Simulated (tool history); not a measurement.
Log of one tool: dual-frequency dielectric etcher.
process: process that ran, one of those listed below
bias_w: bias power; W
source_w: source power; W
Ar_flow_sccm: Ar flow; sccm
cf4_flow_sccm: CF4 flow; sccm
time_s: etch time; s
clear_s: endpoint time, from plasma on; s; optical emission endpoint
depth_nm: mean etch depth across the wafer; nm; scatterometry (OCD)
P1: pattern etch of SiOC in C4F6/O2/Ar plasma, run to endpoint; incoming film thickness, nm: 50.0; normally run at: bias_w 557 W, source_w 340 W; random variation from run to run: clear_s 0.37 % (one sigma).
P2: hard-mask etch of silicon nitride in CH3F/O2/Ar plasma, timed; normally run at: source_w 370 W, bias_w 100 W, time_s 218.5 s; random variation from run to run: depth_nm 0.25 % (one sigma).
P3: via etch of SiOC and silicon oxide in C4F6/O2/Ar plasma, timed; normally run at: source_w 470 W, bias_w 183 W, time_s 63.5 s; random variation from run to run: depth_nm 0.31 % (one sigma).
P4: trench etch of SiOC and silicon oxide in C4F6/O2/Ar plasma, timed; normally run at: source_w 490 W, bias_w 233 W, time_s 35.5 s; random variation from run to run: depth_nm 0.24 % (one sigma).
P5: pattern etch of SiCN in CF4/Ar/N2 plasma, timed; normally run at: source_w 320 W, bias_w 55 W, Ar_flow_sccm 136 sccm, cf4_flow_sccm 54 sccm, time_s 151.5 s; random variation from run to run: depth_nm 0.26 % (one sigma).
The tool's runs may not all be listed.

run 1 hour=3.9 | process=P1 bias_w=557 source_w=340 | clear_s=17.608
run 2 hour=8.2 | process=P1 bias_w=717 source_w=340 | clear_s=16.075
run 3 hour=11.6 | process=P5 bias_w=55 source_w=320 Ar_flow_sccm=187 cf4_flow_sccm=54 time_s=151.5 | depth_nm=73.239
run 4 hour=14.3 | process=P2 bias_w=100 source_w=370 time_s=218.5 | depth_nm=165.97
run 5 hour=18 | process=P2 bias_w=100 source_w=510 time_s=218.5 | depth_nm=186.58
run 6 hour=20.9 | process=P1 bias_w=557 source_w=340 | clear_s=17.788
run 7 hour=24.7 | process=P4 bias_w=282 source_w=490 time_s=35.5 | depth_nm=90.624
-- hour=27.1 wet clean of the chamber
run 8 hour=28.1 | process=P1 bias_w=557 source_w=340 | clear_s=17.692
run 9 hour=30.4 | process=P5 bias_w=55 source_w=320 Ar_flow_sccm=136 cf4_flow_sccm=54 time_s=185 | depth_nm=94.996
run 10 hour=33 | process=P4 bias_w=233 source_w=380 time_s=35.5 | depth_nm=77.299
run 11 hour=35.5 | process=P2 bias_w=100 source_w=370 time_s=288.5 | depth_nm=218.02
run 12 hour=38.5 | process=P1 bias_w=557 source_w=340 | clear_s=17.782
run 13 hour=41.5 | process=P1 bias_w=452 source_w=340 | clear_s=19.279
run 14 hour=44.6 | process=P1 bias_w=557 source_w=340 | clear_s=17.814
run 15 hour=46.9 | process=P5 bias_w=66 source_w=320 Ar_flow_sccm=136 cf4_flow_sccm=54 time_s=151.5 | depth_nm=83.168
run 16 hour=51 | process=P1 bias_w=352 source_w=440 | clear_s=18.954
run 17 hour=53.5 | process=P3 bias_w=225 source_w=470 time_s=63.5 | depth_nm=83.249
run 18 hour=56.1 | process=P2 bias_w=132 source_w=370 time_s=218.5 | depth_nm=183.44
run 19 hour=59.9 | process=P3 bias_w=183 source_w=470 time_s=63.5 | depth_nm=77.36
run 20 hour=63.8 | process=P5 bias_w=55 source_w=320 Ar_flow_sccm=136 cf4_flow_sccm=42 time_s=151.5 | depth_nm=74.319
run 21 hour=66 | process=P1 bias_w=557 source_w=260 | clear_s=19.59
run 22 hour=70.3 | process=P3 bias_w=183 source_w=360 time_s=63.5 | depth_nm=69.869
run 23 hour=72.1 | process=P2 bias_w=100 source_w=370 time_s=218.5 | depth_nm=164.31
run 24 hour=74.9 | process=P5 bias_w=55 source_w=220 Ar_flow_sccm=136 cf4_flow_sccm=54 time_s=151.5 | depth_nm=56.341
run 25 hour=77.7 | process=P3 bias_w=183 source_w=470 time_s=92.5 | depth_nm=112.87
run 26 hour=81.3 | process=P1 bias_w=557 source_w=420 | clear_s=16.261
run 27 hour=84.8 | process=P1 bias_w=683 source_w=400 | clear_s=15.425
run 28 hour=87.8 | process=P1 bias_w=346 source_w=410 | clear_s=19.714
run 29 hour=91 | process=P5 bias_w=55 source_w=320 Ar_flow_sccm=136 cf4_flow_sccm=54 time_s=151.5 | depth_nm=77.625
run 30 hour=95.1 | process=P4 bias_w=233 source_w=490 time_s=26.5 | depth_nm=63.609
run 31 hour=97.5 | process=P3 bias_w=183 source_w=470 time_s=63.5 | depth_nm=77.816
run 32 hour=101.4 | process=P4 bias_w=233 source_w=490 time_s=35.5 | depth_nm=85.446
run 33 hour=103.4 | process=P1 bias_w=557 source_w=340 | clear_s=17.707
run 34 hour=105.3 | process=P1 bias_w=557 source_w=340 | clear_s=17.914
run 35 hour=108.9 | process=P1 bias_w=557 source_w=340 | clear_s=17.816
run 36 hour=111.9 | process=P1 bias_w=557 source_w=340 | clear_s=17.925
run 37 hour=115.1 | process=P1 bias_w=557 source_w=340 | clear_s=17.923
-- hour=117.8 wet clean of the chamber
run 38 hour=117.8 | process=P1 bias_w=557 source_w=340 | clear_s=17.936
run 39 hour=121.3 | process=P1 bias_w=557 source_w=340 | clear_s=18.036
run 40 hour=123.9 | process=P1 bias_w=557 source_w=340 | clear_s=17.925
run 41 hour=126.3 | process=P1 bias_w=557 source_w=340 | clear_s=18.103
run 42 hour=129.9 | process=P1 bias_w=557 source_w=340 | clear_s=17.94

What P1 gives has crept away from where it was. These 2 causes fit the log equally well, each at the size given:
A: bias power that arrives under what is set, % = 4.74
B: source power that arrives under what is set, % = 4.93
The creep began at about hour 103.4.
Why every other cause is out:
chamber walls in a state that lowers the etch rate, %: serviced at hour 117.8, which brought nothing back

4 check runs are offered, one wafer each, their results left as question marks. Which one tells the causes apart?
run check 1 hour=133.5 | process=P2 bias_w=100 source_w=370 time_s=218.5 | depth_nm=?
run check 2 hour=133.5 | process=P3 bias_w=183 source_w=470 time_s=63.5 | depth_nm=?
run check 3 hour=133.5 | process=P4 bias_w=233 source_w=490 time_s=35.5 | depth_nm=?
run check 4 hour=133.5 | process=P5 bias_w=55 source_w=320 Ar_flow_sccm=136 cf4_flow_sccm=54 time_s=151.5 | depth_nm=?

What each check would give under each cause:
check=check_1 result=depth_nm if_A=162.54 if_B=162.4
check=check_2 result=depth_nm if_A=76.369 if_B=76.049
check=check_3 result=depth_nm if_A=83.95 if_B=83.652
check=check_4 result=depth_nm if_A=76.256 if_B=74.289
How far apart the two closest causes lie, in the result that separates them most: check 1 0.09 %; check 2 0.42 %; check 3 0.35 %; check 4 2.61 %
Check 4 tells the causes apart: in the others they would give nearly the same result.

Check 4 was then run and gave: depth_nm 74.493 nm. Which cause is it?

It is B: source power that arrives under what is set, %.
